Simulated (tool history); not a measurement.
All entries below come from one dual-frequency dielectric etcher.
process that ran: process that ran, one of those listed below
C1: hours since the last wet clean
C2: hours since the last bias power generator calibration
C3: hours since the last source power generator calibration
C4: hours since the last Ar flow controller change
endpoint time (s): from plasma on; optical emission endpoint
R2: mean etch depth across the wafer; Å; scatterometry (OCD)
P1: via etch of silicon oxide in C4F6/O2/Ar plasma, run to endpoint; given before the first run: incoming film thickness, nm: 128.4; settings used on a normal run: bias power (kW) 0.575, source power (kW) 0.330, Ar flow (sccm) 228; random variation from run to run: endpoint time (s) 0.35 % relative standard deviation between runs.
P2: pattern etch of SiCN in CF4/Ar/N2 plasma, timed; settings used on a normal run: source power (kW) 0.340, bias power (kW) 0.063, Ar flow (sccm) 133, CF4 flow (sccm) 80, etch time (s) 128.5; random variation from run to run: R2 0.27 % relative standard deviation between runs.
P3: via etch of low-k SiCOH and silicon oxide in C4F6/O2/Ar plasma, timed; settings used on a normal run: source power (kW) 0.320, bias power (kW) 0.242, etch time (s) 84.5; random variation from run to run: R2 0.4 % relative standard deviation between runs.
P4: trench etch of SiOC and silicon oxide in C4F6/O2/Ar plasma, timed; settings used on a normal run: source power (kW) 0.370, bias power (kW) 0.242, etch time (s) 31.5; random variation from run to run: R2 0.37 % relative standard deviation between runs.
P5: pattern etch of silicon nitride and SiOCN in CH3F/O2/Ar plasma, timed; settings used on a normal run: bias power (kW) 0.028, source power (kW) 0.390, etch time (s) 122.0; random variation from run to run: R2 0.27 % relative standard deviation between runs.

Run 1, hour 7.0: process that ran P1, bias power (kW) 0.575, source power (kW) 0.330, Ar flow (sccm) 228; C1 77.2; C2 1568.6; C3 642.1; C4 1243.5. Result: endpoint time (s) 28.612.
Run 2, hour 12.4: process that ran P2, bias power (kW) 0.063, source power (kW) 0.440, Ar flow (sccm) 133, CF4 flow (sccm) 80, etch time (s) 128.5; C1 82.6; C2 1574.0; C3 647.5; C4 1248.9. Result: R2 1021.20 Å.
Run 3, hour 17.5: process that ran P1, bias power (kW) 0.575, source power (kW) 0.250, Ar flow (sccm) 228; C1 87.7; C2 1579.1; C3 652.6; C4 1254.0. Result: endpoint time (s) 31.488.
Run 4, hour 24.3: process that ran P1, bias power (kW) 0.575, source power (kW) 0.330, Ar flow (sccm) 269; C1 94.5; C2 1585.9; C3 659.4; C4 1260.8. Result: endpoint time (s) 29.213.
Run 5, hour 33.8: process that ran P4, bias power (kW) 0.242, source power (kW) 0.370, etch time (s) 31.5; C1 104.0; C2 1595.4; C3 668.9; C4 1270.3. Result: R2 644.31 Å.
Run 6, hour 41.8: process that ran P5, bias power (kW) 0.039, source power (kW) 0.390, etch time (s) 122.0; C1 112.0; C2 1603.4; C3 676.9; C4 1278.3. Result: R2 215.73 Å.
Run 7, hour 50.5: process that ran P3, bias power (kW) 0.242, source power (kW) 0.230, etch time (s) 84.5; C1 120.7; C2 1612.1; C3 685.6; C4 1287.0. Result: R2 2101.80 Å.
Run 8, hour 57.7: process that ran P2, bias power (kW) 0.063, source power (kW) 0.340, Ar flow (sccm) 133, CF4 flow (sccm) 80, etch time (s) 128.5; C1 127.9; C2 1619.3; C3 692.8; C4 1294.2. Result: R2 816.04 Å.
Run 9, hour 63.4: process that ran P3, bias power (kW) 0.242, source power (kW) 0.320, etch time (s) 84.5; C1 133.6; C2 1625.0; C3 698.5; C4 1299.9. Result: R2 2407.50 Å.
Run 10, hour 71.8: process that ran P1, bias power (kW) 0.575, source power (kW) 0.330, Ar flow (sccm) 228; C1 142.0; C2 1633.4; C3 706.9; C4 1308.3. Result: endpoint time (s) 28.615.
Run 11, hour 76.1: process that ran P1, bias power (kW) 0.681, source power (kW) 0.330, Ar flow (sccm) 228; C1 146.3; C2 1637.7; C3 711.2; C4 1312.6. Result: endpoint time (s) 26.897.
Run 12, hour 82.7: process that ran P4, bias power (kW) 0.242, source power (kW) 0.370, etch time (s) 40.5; C1 152.9; C2 1644.3; C3 717.8; C4 1319.2. Result: R2 830.94 Å.
Run 13, hour 89.5: process that ran P2, bias power (kW) 0.063, source power (kW) 0.340, Ar flow (sccm) 133, CF4 flow (sccm) 80, etch time (s) 78.5; C1 159.7; C2 1651.1; C3 724.6; C4 1326.0. Result: R2 499.33 Å.
At hour 96.9: bias power generator calibrated.
Run 14, hour 98.3: process that ran P2, bias power (kW) 0.063, source power (kW) 0.340, Ar flow (sccm) 172, CF4 flow (sccm) 80, etch time (s) 128.5; C1 168.5; C2 1.4; C3 733.4; C4 1334.8. Result: R2 782.48 Å.
Run 15, hour 105.7: process that ran P4, bias power (kW) 0.150, source power (kW) 0.370, etch time (s) 31.5; C1 175.9; C2 8.8; C3 740.8; C4 1342.2. Result: R2 550.17 Å.
Run 16, hour 113.9: process that ran P2, bias power (kW) 0.036, source power (kW) 0.340, Ar flow (sccm) 133, CF4 flow (sccm) 80, etch time (s) 128.5; C1 184.1; C2 17.0; C3 749.0; C4 1350.4. Result: R2 677.21 Å.
Run 17, hour 121.4: process that ran P3, bias power (kW) 0.242, source power (kW) 0.320, etch time (s) 124.5; C1 191.6; C2 24.5; C3 756.5; C4 1357.9. Result: R2 3525.20 Å.
Run 18, hour 130.0: process that ran P1, bias power (kW) 0.575, source power (kW) 0.330, Ar flow (sccm) 173; C1 200.2; C2 33.1; C3 765.1; C4 1366.5. Result: endpoint time (s) 27.638.
Run 19, hour 135.6: process that ran P5, bias power (kW) 0.028, source power (kW) 0.390, etch time (s) 122.0; C1 205.8; C2 38.7; C3 770.7; C4 1372.1. Result: R2 183.70 Å.
Run 20, hour 144.6: process that ran P1, bias power (kW) 0.575, source power (kW) 0.330, Ar flow (sccm) 228; C1 214.8; C2 47.7; C3 779.7; C4 1381.1. Result: endpoint time (s) 28.650.
Run 21, hour 153.4: process that ran P5, bias power (kW) 0.028, source power (kW) 0.390, etch time (s) 75.5; C1 223.6; C2 56.5; C3 788.5; C4 1389.9. Result: R2 113.91 Å.
Run 22, hour 160.6: process that ran P1, bias power (kW) 0.575, source power (kW) 0.330, Ar flow (sccm) 228; C1 230.8; C2 63.7; C3 795.7; C4 1397.1. Result: endpoint time (s) 28.712.
Run 23, hour 165.5: process that ran P2, bias power (kW) 0.063, source power (kW) 0.340, Ar flow (sccm) 133, CF4 flow (sccm) 80, etch time (s) 128.5; C1 235.7; C2 68.6; C3 800.6; C4 1402.0. Result: R2 816.01 Å.
At hour 172.1: source power generator calibrated.
Run 24, hour 174.0: process that ran P3, bias power (kW) 0.313, source power (kW) 0.320, etch time (s) 84.5; C1 244.2; C2 77.1; C3 1.9; C4 1410.5. Result: R2 2633.40 Å.
Run 25, hour 178.6: process that ran P1, bias power (kW) 0.575, source power (kW) 0.330, Ar flow (sccm) 228; C1 248.8; C2 81.7; C3 6.5; C4 1415.1. Result: endpoint time (s) 28.738.
Run 26, hour 186.2: process that ran P1, bias power (kW) 0.713, source power (kW) 0.440, Ar flow (sccm) 228; C1 256.4; C2 89.3; C3 14.1; C4 1422.7. Result: endpoint time (s) 23.617.
Run 27, hour 195.6: process that ran P1, bias power (kW) 0.575, source power (kW) 0.440, Ar flow (sccm) 228; C1 265.8; C2 98.7; C3 23.5; C4 1432.1. Result: endpoint time (s) 25.711.
Run 28, hour 201.8: process that ran P5, bias power (kW) 0.028, source power (kW) 0.530, etch time (s) 122.0; C1 272.0; C2 104.9; C3 29.7; C4 1438.3. Result: R2 204.83 Å.
Run 29, hour 210.4: process that ran P2, bias power (kW) 0.063, source power (kW) 0.340, Ar flow (sccm) 133, CF4 flow (sccm) 112, etch time (s) 128.5; C1 280.6; C2 113.5; C3 38.3; C4 1446.9. Result: R2 862.23 Å.
Run 30, hour 216.1: process that ran P4, bias power (kW) 0.242, source power (kW) 0.370, etch time (s) 31.5; C1 286.3; C2 119.2; C3 44.0; C4 1452.6. Result: R2 647.20 Å.
Run 31, hour 220.5: process that ran P4, bias power (kW) 0.242, source power (kW) 0.250, etch time (s) 31.5; C1 290.7; C2 123.6; C3 48.4; C4 1457.0. Result: R2 554.02 Å.
Run 32, hour 230.0: process that ran P1, bias power (kW) 0.336, source power (kW) 0.330, Ar flow (sccm) 228; C1 300.2; C2 133.1; C3 57.9; C4 1466.5. Result: endpoint time (s) 34.862.
Run 33, hour 236.1: process that ran P1, bias power (kW) 0.575, source power (kW) 0.330, Ar flow (sccm) 228; C1 306.3; C2 139.2; C3 64.0; C4 1472.6. Result: endpoint time (s) 28.584.
Run 34, hour 243.9: process that ran P1, bias power (kW) 0.575, source power (kW) 0.330, Ar flow (sccm) 228; C1 314.1; C2 147.0; C3 71.8; C4 1480.4. Result: endpoint time (s) 28.677.
Run 35, hour 250.9: process that ran P1, bias power (kW) 0.575, source power (kW) 0.330, Ar flow (sccm) 228; C1 321.1; C2 154.0; C3 78.8; C4 1487.4. Result: endpoint time (s) 28.798.
Run 36, hour 257.3: process that ran P1, bias power (kW) 0.575, source power (kW) 0.330, Ar flow (sccm) 228; C1 327.5; C2 160.4; C3 85.2; C4 1493.8. Result: endpoint time (s) 29.026.
Run 37, hour 266.1: process that ran P1, bias power (kW) 0.575, source power (kW) 0.330, Ar flow (sccm) 228; C1 336.3; C2 169.2; C3 94.0; C4 1502.6. Result: endpoint time (s) 29.091.
At hour 274.6: wet clean of the chamber.
Run 38, hour 275.6: process that ran P1, bias power (kW) 0.575, source power (kW) 0.330, Ar flow (sccm) 228; C1 1.0; C2 178.7; C3 103.5; C4 1512.1. Result: endpoint time (s) 28.859.
Run 39, hour 282.6: process that ran P1, bias power (kW) 0.575, source power (kW) 0.330, Ar flow (sccm) 228; C1 8.0; C2 185.7; C3 110.5; C4 1519.1. Result: endpoint time (s) 28.973.
Run 40, hour 290.1: process that ran P1, bias power (kW) 0.575, source power (kW) 0.330, Ar flow (sccm) 228; C1 15.5; C2 193.2; C3 118.0; C4 1526.6. Result: endpoint time (s) 29.202.
Run 41, hour 299.5: process that ran P1, bias power (kW) 0.575, source power (kW) 0.330, Ar flow (sccm) 228; C1 24.9; C2 202.6; C3 127.4; C4 1536.0. Result: endpoint time (s) 28.956.
Run 42, hour 305.5: process that ran P1, bias power (kW) 0.575, source power (kW) 0.330, Ar flow (sccm) 228; C1 30.9; C2 208.6; C3 133.4; C4 1542.0. Result: endpoint time (s) 29.023.
Run 43, hour 313.1: process that ran P1, bias power (kW) 0.575, source power (kW) 0.330, Ar flow (sccm) 228; C1 38.5; C2 216.2; C3 141.0; C4 1549.6. Result: endpoint time (s) 29.171.

Something has made what P1 gives creep away from where it was; the 2 causes below, each at its own stated size, fit the log equally well:
A: bias power that arrives under what is set, % = 4.63
B: source power that arrives under what is set, % = 4.86
The process output started creeping at around hour 236.1.
Each remaining cause and why it is not a fit:
chamber walls in a state that lowers the etch rate, %: serviced at hour 274.6, after the drift had started, without restoring the earlier output
Ar flow that arrives over what is set, %: at its largest 8, which would move endpoint time (s) by +0.9 %, too little to match the creep or of the wrong sign

Below are 4 check runs, each on a single wafer, with their results shown as question marks. Which of them would tell the listed causes apart, meaning the causes would give clearly different results under it?
Run check 1, hour 320.7: process that ran P5, bias power (kW) 0.028, source power (kW) 0.460, etch time (s) 122.0. Result: R2 ?.
Run check 2, hour 320.7: process that ran P3, bias power (kW) 0.242, source power (kW) 0.240, etch time (s) 123.5. Result: R2 ?.
Run check 3, hour 320.7: process that ran P4, bias power (kW) 0.242, source power (kW) 0.280, etch time (s) 31.5. Result: R2 ?.
Run check 4, hour 320.7: process that ran P2, bias power (kW) 0.040, source power (kW) 0.340, Ar flow (sccm) 133, CF4 flow (sccm) 111, etch time (s) 128.5. Result: R2 ?.

How each check would come out, cause by cause:
  check  result     if A     if B
check 1      R2   190.54   191.45
check 2      R2  3082.70  3075.00
check 3      R2   570.61   569.08
check 4      R2   731.79   709.87
Smallest distance between any two causes, each pair judged by its most separating result, in per cent: check 1 0.48 %; check 2 0.25 %; check 3 0.27 %; check 4 3.04 %
Of the check runs offered, only check 4 discriminates between the causes; the rest would read about the same regardless of which cause applies.

Check 4 was then run and gave: R2 709.23 Å. Which cause is it?

B is the cause: source power that arrives under what is set, %.
